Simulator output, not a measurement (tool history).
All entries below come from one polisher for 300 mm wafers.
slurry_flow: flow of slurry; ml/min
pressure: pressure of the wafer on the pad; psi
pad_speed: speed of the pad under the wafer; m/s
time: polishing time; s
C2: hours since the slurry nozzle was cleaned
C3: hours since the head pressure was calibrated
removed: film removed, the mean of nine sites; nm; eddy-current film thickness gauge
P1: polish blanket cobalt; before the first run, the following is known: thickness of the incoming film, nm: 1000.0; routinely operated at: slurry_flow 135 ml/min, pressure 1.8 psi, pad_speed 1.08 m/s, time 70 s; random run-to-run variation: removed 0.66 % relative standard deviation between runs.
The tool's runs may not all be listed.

run 1 day=0.55 | slurry_flow=135 pressure=1.8 pad_speed=1.08 time=70 | wafers_polished_on_this_pad=840 C2=210.4 C3=503.1 | removed=373.38
run 2 day=0.992 | slurry_flow=135 pressure=2.7 pad_speed=1.08 time=70 | wafers_polished_on_this_pad=967 C2=221 C3=513.7 | removed=553.44
run 3 day=1.675 | slurry_flow=135 pressure=1.8 pad_speed=1.08 time=70 | wafers_polished_on_this_pad=1164 C2=237.4 C3=530.1 | removed=374.63
run 4 day=2.446 | slurry_flow=135 pressure=1.8 pad_speed=1.08 time=70 | wafers_polished_on_this_pad=1386 C2=255.9 C3=548.6 | removed=372.2
run 5 day=2.875 | slurry_flow=135 pressure=1.8 pad_speed=1.08 time=70 | wafers_polished_on_this_pad=1509 C2=266.2 C3=558.9 | removed=371.17
run 6 day=3.225 | slurry_flow=135 pressure=1.8 pad_speed=1.08 time=39 | wafers_polished_on_this_pad=1610 C2=274.6 C3=567.3 | removed=207.18
run 7 day=3.654 | slurry_flow=135 pressure=1.8 pad_speed=0.48 time=70 | wafers_polished_on_this_pad=1734 C2=284.9 C3=577.6 | removed=166.46
run 8 day=4.179 | slurry_flow=85 pressure=1.8 pad_speed=1.08 time=70 | wafers_polished_on_this_pad=1885 C2=297.5 C3=590.2 | removed=337.41
run 9 day=4.546 | slurry_flow=135 pressure=1.8 pad_speed=1.08 time=70 | wafers_polished_on_this_pad=1991 C2=306.3 C3=599 | removed=371.75
run 10 day=5.267 | slurry_flow=135 pressure=1.1 pad_speed=1.08 time=46 | wafers_polished_on_this_pad=2198 C2=323.6 C3=616.3 | removed=148.57
run 11 day=5.917 | slurry_flow=135 pressure=1.8 pad_speed=1.08 time=101 | wafers_polished_on_this_pad=2386 C2=339.2 C3=631.9 | removed=539.53
run 12 day=6.512 | slurry_flow=135 pressure=1.8 pad_speed=1.08 time=70 | wafers_polished_on_this_pad=2557 C2=353.5 C3=646.2 | removed=373.65
run 13 day=7.012 | slurry_flow=135 pressure=1.3 pad_speed=1.08 time=70 | wafers_polished_on_this_pad=2701 C2=365.5 C3=658.2 | removed=268.81
run 14 day=7.733 | slurry_flow=205 pressure=1.8 pad_speed=1.08 time=70 | wafers_polished_on_this_pad=2909 C2=382.8 C3=675.5 | removed=400.36
run 15 day=8.212 | slurry_flow=135 pressure=1.8 pad_speed=1.08 time=70 | wafers_polished_on_this_pad=3047 C2=394.3 C3=687 | removed=373.89
run 16 day=8.833 | slurry_flow=135 pressure=1.8 pad_speed=1.6 time=70 | wafers_polished_on_this_pad=3226 C2=409.2 C3=701.9 | removed=551.23
run 17 day=9.333 | slurry_flow=90 pressure=1.8 pad_speed=1.08 time=51 | wafers_polished_on_this_pad=3370 C2=421.2 C3=713.9 | removed=248.05
run 18 day=9.812 | slurry_flow=135 pressure=1.8 pad_speed=1.08 time=70 | wafers_polished_on_this_pad=3508 C2=432.7 C3=725.4 | removed=374.08
run 19 day=10.342 | slurry_flow=135 pressure=1.8 pad_speed=1.08 time=70 | wafers_polished_on_this_pad=3660 C2=445.4 C3=738.1 | removed=360.49
run 20 day=10.833 | slurry_flow=135 pressure=1.8 pad_speed=1.08 time=70 | wafers_polished_on_this_pad=3802 C2=457.2 C3=749.9 | removed=356.9
run 21 day=11.346 | slurry_flow=135 pressure=1.8 pad_speed=1.08 time=70 | wafers_polished_on_this_pad=3949 C2=469.5 C3=762.2 | removed=349.43
run 22 day=11.696 | slurry_flow=135 pressure=1.8 pad_speed=1.08 time=70 | wafers_polished_on_this_pad=4050 C2=477.9 C3=770.6 | removed=345.09
run 23 day=12.096 | slurry_flow=135 pressure=1.8 pad_speed=1.08 time=70 | wafers_polished_on_this_pad=4165 C2=487.5 C3=780.2 | removed=343.7
run 24 day=12.829 | slurry_flow=135 pressure=1.8 pad_speed=1.08 time=70 | wafers_polished_on_this_pad=4376 C2=505.1 C3=797.8 | removed=343.79
run 25 day=13.267 | slurry_flow=135 pressure=1.8 pad_speed=1.08 time=70 | wafers_polished_on_this_pad=4502 C2=515.6 C3=808.3 | removed=340.57
-- day=13.325 head pressure recalibrated
run 26 day=13.95 | slurry_flow=135 pressure=1.8 pad_speed=1.08 time=70 | wafers_polished_on_this_pad=4699 C2=532 C3=15 | removed=338.73
run 27 day=14.333 | slurry_flow=135 pressure=1.8 pad_speed=1.08 time=70 | wafers_polished_on_this_pad=4810 C2=541.2 C3=24.2 | removed=339.88
run 28 day=15.042 | slurry_flow=135 pressure=1.8 pad_speed=1.08 time=70 | wafers_polished_on_this_pad=5014 C2=558.2 C3=41.2 | removed=336.34

P1 has crept away from where it was. The log is fitted equally well by each of these 2 causes, at the sizes shown:
A: slurry flow missing at the pad, % = 34.1
B: removal rate lost through wear of the pad, % = 9.24
Creep in the process output first set in at about day 9.812.
Ruled out, with reasons:
head's pressure below its setpoint, %: work on it at day 13.325, done after the drift set in, did not restore what the process gave before

Of the 4 check runs below, each run on 3 wafers with the results averaged and each result still a question mark, which one would tell the listed causes apart?
run check 1 day=15.75 | slurry_flow=135 pressure=1.8 pad_speed=1.58 time=41 | removed=?
run check 2 day=15.75 | slurry_flow=205 pressure=2.3 pad_speed=1.08 time=70 | removed=?
run check 3 day=15.75 | slurry_flow=135 pressure=1.8 pad_speed=0.54 time=70 | removed=?
run check 4 day=15.75 | slurry_flow=135 pressure=2.5 pad_speed=0.48 time=70 | removed=?

Check results expected under each cause:
check=check_1 result=removed if_A=289.86 if_B=289.82
check=check_2 result=removed if_A=476.25 if_B=461.81
check=check_3 result=removed if_A=169.14 if_B=169.12
check=check_4 result=removed if_A=208.81 if_B=208.79
Gap, in per cent, between the two causes that each check separates least, read from the result that separates them most: check 1 0.01 %; check 2 3.08 %; check 3 0.01 %; check 4 0.01 %
Only in check 2 would the causes give clearly different results; in the remaining checks their results would be nearly the same.

With check 2 done, the readings were: removed 457.93 nm. Identify which of the listed causes applies.

Of the candidate causes, it is B: removal rate lost through wear of the pad, %.
